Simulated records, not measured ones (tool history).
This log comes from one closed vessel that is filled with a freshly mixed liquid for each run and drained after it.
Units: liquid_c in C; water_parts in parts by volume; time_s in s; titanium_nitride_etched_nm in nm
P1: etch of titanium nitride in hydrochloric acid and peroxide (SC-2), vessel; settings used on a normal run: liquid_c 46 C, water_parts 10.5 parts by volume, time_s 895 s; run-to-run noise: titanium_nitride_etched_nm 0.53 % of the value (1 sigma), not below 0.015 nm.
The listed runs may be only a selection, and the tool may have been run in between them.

run   hour  liquid_c  water_parts  time_s  titanium_nitride_etched_nm
  1    9.5        46         10.5     895                      21.045
  2     20        46         10.5     895                      20.817
  3   30.2        46         10.5     895                      21.001
  4   39.2      61.5         10.5     895                      57.571
  5   48.1        46           17     465                      7.1624
  6   55.6        46         10.5     895                      21.077
  7     66        46            4     895                      43.768
      68.7  -- new drum of peroxide connected
  8   72.8        46         10.5    1665                      39.164
  9   83.3        46         10.5      30                      0.6833
 10   94.2        35         10.5     895                       9.651
 11    101        46           14     895                      16.196
 12  109.6        35         10.5     375                      4.0254
 13  115.4        46         10.5     895                       20.97
     115.7  -- thermometer replaced
 14  124.7      57.5            4     895                      93.203
 15  131.9        46         10.5     895                      20.889
 16  137.9        46         10.5     895                      20.862
 17  149.3        46         10.5     895                      20.252
 18  158.5        46         10.5     895                      19.779

What does the tool deliver on the next run?
 19  168.7        46         10.5     895                           ?

Run 19 yielded titanium_nitride_etched_nm 19.615 nm.
